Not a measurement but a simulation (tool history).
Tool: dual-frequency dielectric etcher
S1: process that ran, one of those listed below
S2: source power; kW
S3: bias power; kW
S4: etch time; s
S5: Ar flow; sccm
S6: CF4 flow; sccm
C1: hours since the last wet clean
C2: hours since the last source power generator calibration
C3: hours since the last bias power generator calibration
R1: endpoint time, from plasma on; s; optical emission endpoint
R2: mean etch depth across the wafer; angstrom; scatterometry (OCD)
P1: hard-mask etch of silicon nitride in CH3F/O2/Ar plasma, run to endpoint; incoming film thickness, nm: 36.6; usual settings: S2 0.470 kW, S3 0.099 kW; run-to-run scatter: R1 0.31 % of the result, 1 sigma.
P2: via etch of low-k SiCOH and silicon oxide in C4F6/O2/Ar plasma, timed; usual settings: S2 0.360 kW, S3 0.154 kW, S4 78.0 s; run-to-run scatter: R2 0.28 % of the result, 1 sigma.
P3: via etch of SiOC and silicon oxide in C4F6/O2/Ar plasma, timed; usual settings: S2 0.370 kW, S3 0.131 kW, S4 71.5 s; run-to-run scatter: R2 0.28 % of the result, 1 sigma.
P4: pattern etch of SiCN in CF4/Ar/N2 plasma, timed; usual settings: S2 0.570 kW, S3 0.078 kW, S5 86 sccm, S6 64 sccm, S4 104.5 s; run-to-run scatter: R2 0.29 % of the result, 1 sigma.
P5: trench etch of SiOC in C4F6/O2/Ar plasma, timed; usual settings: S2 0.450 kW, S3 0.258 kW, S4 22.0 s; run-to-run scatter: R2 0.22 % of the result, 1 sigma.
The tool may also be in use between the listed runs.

| run | hour | S1 | S2 | S3 | S4 | S5 | S6 | C1 | C2 | C3 | R1 | R2 |
|---|---|---|---|---|---|---|---|---|---|---|---|---|
| 1 | 6.1 | P1 | 0.470 | 0.099 |  |  |  | 108.5 | 821.0 | 2759.9 | 45.630 |  |
| 2 | 15.0 | P2 | 0.360 | 0.154 | 108.0 |  |  | 117.4 | 829.9 | 2768.8 |  | 2768.00 |
| 3 | 25.3 | P4 | 0.570 | 0.078 | 104.5 | 86 | 41 | 127.7 | 840.2 | 2779.1 |  | 1049.80 |
| 4 | 34.6 | P3 | 0.450 | 0.131 | 71.5 |  |  | 137.0 | 849.5 | 2788.4 |  | 745.30 |
| 5 | 41.1 | P3 | 0.370 | 0.174 | 71.5 |  |  | 143.5 | 856.0 | 2794.9 |  | 754.94 |
| 6 | 47.4 | P1 | 0.370 | 0.099 |  |  |  | 149.8 | 862.3 | 2801.2 | 50.155 |  |
| 7 | 56.3 | P1 | 0.630 | 0.138 |  |  |  | 158.7 | 871.2 | 2810.1 | 36.016 |  |
| 8 | 62.0 | P1 | 0.470 | 0.099 |  |  |  | 164.4 | 876.9 | 2815.8 | 45.650 |  |
| 9 | 72.0 | P2 | 0.470 | 0.154 | 78.0 |  |  | 174.4 | 886.9 | 2825.8 |  | 2230.10 |
| 10 | 77.5 | P1 | 0.470 | 0.130 |  |  |  | 179.9 | 892.4 | 2831.3 | 41.130 |  |
| 11 | 87.5 | P5 | 0.450 | 0.258 | 12.0 |  |  | 189.9 | 902.4 | 2841.3 |  | 301.70 |
| 12 | 96.6 | P5 | 0.450 | 0.258 | 22.0 |  |  | 199.0 | 911.5 | 2850.4 |  | 551.70 |
| 13 | 102.0 | P1 | 0.470 | 0.099 |  |  |  | 204.4 | 916.9 | 2855.8 | 45.325 |  |
| 14 | 112.5 | P5 | 0.450 | 0.156 | 22.0 |  |  | 214.9 | 927.4 | 2866.3 |  | 471.70 |
| 15 | 119.9 | P3 | 0.370 | 0.131 | 71.5 |  |  | 222.3 | 934.8 | 2873.7 |  | 690.05 |
| 16 | 124.4 | P1 | 0.470 | 0.076 |  |  |  | 226.8 | 939.3 | 2878.2 | 49.796 |  |
| 17 | 130.5 | P1 | 0.660 | 0.099 |  |  |  | 232.9 | 945.4 | 2884.3 | 40.175 |  |
| 18 | 135.2 | P1 | 0.370 | 0.126 |  |  |  | 237.6 | 950.1 | 2889.0 | 45.319 |  |
| 19 | 145.0 | P2 | 0.360 | 0.154 | 78.0 |  |  | 247.4 | 959.9 | 2898.8 |  | 2006.90 |
| 20 | 152.6 | P5 | 0.620 | 0.258 | 22.0 |  |  | 255.0 | 967.5 | 2906.4 |  | 624.80 |
| 21 | 159.9 | P1 | 0.470 | 0.099 |  |  |  | 262.3 | 974.8 | 2913.7 | 45.446 |  |
| 22 | 165.8 | P4 | 0.570 | 0.101 | 104.5 | 86 | 64 | 268.2 | 980.7 | 2919.6 |  | 1227.40 |
| 23 | 174.6 | P1 | 0.350 | 0.078 |  |  |  | 277.0 | 989.5 | 2928.4 | 55.114 |  |
| 24 | 180.5 | P5 | 0.450 | 0.258 | 22.0 |  |  | 282.9 | 995.4 | 2934.3 |  | 552.02 |
| 25 | 185.3 | P4 | 0.570 | 0.078 | 104.5 | 110 | 64 | 287.7 | 1000.2 | 2939.1 |  | 1089.40 |
| 26 | 192.6 | P3 | 0.370 | 0.131 | 42.5 |  |  | 295.0 | 1007.5 | 2946.4 |  | 411.49 |
| 27 | 200.8 | P4 | 0.570 | 0.078 | 104.5 | 86 | 64 | 303.2 | 1015.7 | 2954.6 |  | 1122.70 |
| 28 | 207.3 | P4 | 0.570 | 0.078 | 138.5 | 86 | 64 | 309.7 | 1022.2 | 2961.1 |  | 1485.10 |
| 29 | 212.6 | P4 | 0.450 | 0.078 | 104.5 | 86 | 64 | 315.0 | 1027.5 | 2966.4 |  | 916.33 |

Run 30 comes next. What will it give?
| 30 | 221.9 | P2 | 0.360 | 0.115 | 78.0 |  |  | 324.3 | 1036.8 | 2975.7 |  | ? |

Run 30 gave R2 1832.60 angstrom.
